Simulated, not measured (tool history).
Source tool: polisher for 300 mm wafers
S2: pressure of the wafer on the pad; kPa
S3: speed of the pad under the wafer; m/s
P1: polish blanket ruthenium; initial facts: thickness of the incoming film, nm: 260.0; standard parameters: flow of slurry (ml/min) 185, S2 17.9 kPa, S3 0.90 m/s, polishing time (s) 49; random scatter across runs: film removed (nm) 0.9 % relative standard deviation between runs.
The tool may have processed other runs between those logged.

Run 1, hour 2.6: flow of slurry (ml/min) 185, S2 17.9 kPa, S3 0.90 m/s, polishing time (s) 49. Result: film removed (nm) 64.633.
Run 2, hour 6.9: flow of slurry (ml/min) 185, S2 24.1 kPa, S3 0.90 m/s, polishing time (s) 32. Result: film removed (nm) 56.280.
Run 3, hour 10.4: flow of slurry (ml/min) 185, S2 17.9 kPa, S3 1.32 m/s, polishing time (s) 66. Result: film removed (nm) 125.670.
Run 4, hour 14.4: flow of slurry (ml/min) 185, S2 17.9 kPa, S3 0.90 m/s, polishing time (s) 49. Result: film removed (nm) 64.698.
Run 5, hour 18.2: flow of slurry (ml/min) 185, S2 10.3 kPa, S3 0.90 m/s, polishing time (s) 49. Result: film removed (nm) 37.016.
Run 6, hour 22.9: flow of slurry (ml/min) 185, S2 23.4 kPa, S3 0.90 m/s, polishing time (s) 49. Result: film removed (nm) 84.780.
Run 7, hour 26.8: flow of slurry (ml/min) 185, S2 17.9 kPa, S3 1.28 m/s, polishing time (s) 49. Result: film removed (nm) 90.254.
Run 8, hour 30.6: flow of slurry (ml/min) 185, S2 17.9 kPa, S3 0.90 m/s, polishing time (s) 23. Result: film removed (nm) 29.871.
Run 9, hour 33.1: flow of slurry (ml/min) 185, S2 17.9 kPa, S3 0.90 m/s, polishing time (s) 70. Result: film removed (nm) 91.661.
Run 10, hour 36.8: flow of slurry (ml/min) 185, S2 17.9 kPa, S3 0.90 m/s, polishing time (s) 49. Result: film removed (nm) 64.090.
Run 11, hour 39.9: flow of slurry (ml/min) 185, S2 25.5 kPa, S3 0.90 m/s, polishing time (s) 29. Result: film removed (nm) 54.157.
At hour 41.5: slurry nozzle cleaned.
Run 12, hour 43.3: flow of slurry (ml/min) 290, S2 17.9 kPa, S3 0.90 m/s, polishing time (s) 49. Result: film removed (nm) 66.312.
Run 13, hour 46.2: flow of slurry (ml/min) 185, S2 17.9 kPa, S3 0.90 m/s, polishing time (s) 49. Result: film removed (nm) 63.412.
Run 14, hour 49.7: flow of slurry (ml/min) 185, S2 17.9 kPa, S3 0.90 m/s, polishing time (s) 49. Result: film removed (nm) 62.997.
Run 15, hour 53.0: flow of slurry (ml/min) 185, S2 17.9 kPa, S3 0.40 m/s, polishing time (s) 49. Result: film removed (nm) 28.095.
Run 16, hour 57.6: flow of slurry (ml/min) 185, S2 17.9 kPa, S3 0.90 m/s, polishing time (s) 49. Result: film removed (nm) 64.477.
Run 17, hour 60.2: flow of slurry (ml/min) 110, S2 17.9 kPa, S3 0.90 m/s, polishing time (s) 49. Result: film removed (nm) 58.753.
Run 18, hour 62.9: flow of slurry (ml/min) 185, S2 17.9 kPa, S3 0.90 m/s, polishing time (s) 49. Result: film removed (nm) 63.514.
Run 19, hour 66.1: flow of slurry (ml/min) 185, S2 17.9 kPa, S3 0.90 m/s, polishing time (s) 49. Result: film removed (nm) 62.099.
Run 20, hour 70.6: flow of slurry (ml/min) 185, S2 17.9 kPa, S3 0.90 m/s, polishing time (s) 49. Result: film removed (nm) 62.154.
Run 21, hour 75.0: flow of slurry (ml/min) 185, S2 17.9 kPa, S3 0.90 m/s, polishing time (s) 49. Result: film removed (nm) 61.638.
At hour 78.0: worn pad replaced by a new one.
Run 22, hour 78.6: flow of slurry (ml/min) 185, S2 17.9 kPa, S3 0.90 m/s, polishing time (s) 49. Result: film removed (nm) 61.264.
Run 23, hour 80.8: flow of slurry (ml/min) 185, S2 17.9 kPa, S3 0.90 m/s, polishing time (s) 49. Result: film removed (nm) 60.425.
Run 24, hour 85.2: flow of slurry (ml/min) 185, S2 17.9 kPa, S3 0.90 m/s, polishing time (s) 49. Result: film removed (nm) 60.083.
Run 25, hour 88.7: flow of slurry (ml/min) 185, S2 17.9 kPa, S3 0.90 m/s, polishing time (s) 49. Result: film removed (nm) 60.840.
Run 26, hour 93.1: flow of slurry (ml/min) 185, S2 17.9 kPa, S3 0.90 m/s, polishing time (s) 49. Result: film removed (nm) 60.433.
Run 27, hour 96.6: flow of slurry (ml/min) 185, S2 17.9 kPa, S3 0.90 m/s, polishing time (s) 49. Result: film removed (nm) 61.194.
Run 28, hour 100.0: flow of slurry (ml/min) 185, S2 17.9 kPa, S3 0.90 m/s, polishing time (s) 49. Result: film removed (nm) 61.078.

What P1 gives has crept away from where it was. These 2 causes fit the log equally well, each at the size given:
A: head's pressure below its setpoint, % = 6.1
B: slurry flow missing at the pad, % = 31.2
The gradual shift began around hour 62.9.
Ruled out, with reasons:
removal rate lost through wear of the pad, %: serviced at hour 78.0, after the drift had started, without restoring the earlier output

You are offered 4 check runs, listed below with question marks in place of their results; each one averages 3 wafers. Which run separates the listed causes by giving clearly different results for each?
Run check 1, hour 103.4: flow of slurry (ml/min) 185, S2 12.4 kPa, S3 0.58 m/s, polishing time (s) 49. Result: film removed (nm) ?.
Run check 2, hour 103.4: flow of slurry (ml/min) 185, S2 22.8 kPa, S3 1.22 m/s, polishing time (s) 49. Result: film removed (nm) ?.
Run check 3, hour 103.4: flow of slurry (ml/min) 110, S2 17.9 kPa, S3 0.90 m/s, polishing time (s) 36. Result: film removed (nm) ?.
Run check 4, hour 103.4: flow of slurry (ml/min) 185, S2 12.4 kPa, S3 0.90 m/s, polishing time (s) 49. Result: film removed (nm) ?.

Check results expected under each cause:
  check             result     if A     if B
check 1  film removed (nm)   26.858   26.857
check 2  film removed (nm)  103.570  103.570
check 3  film removed (nm)   40.259   38.776
check 4  film removed (nm)   41.676   41.674
Smallest distance between any two causes, each pair judged by its most separating result, in per cent: check 1 0 %; check 2 0 %; check 3 3.75 %; check 4 0 %
Check 3 tells the causes apart: in the others they would give nearly the same result.

Here is what check 3 returned: film removed (nm) 38.961. Which cause is it?

It was cause B: slurry flow missing at the pad, %.

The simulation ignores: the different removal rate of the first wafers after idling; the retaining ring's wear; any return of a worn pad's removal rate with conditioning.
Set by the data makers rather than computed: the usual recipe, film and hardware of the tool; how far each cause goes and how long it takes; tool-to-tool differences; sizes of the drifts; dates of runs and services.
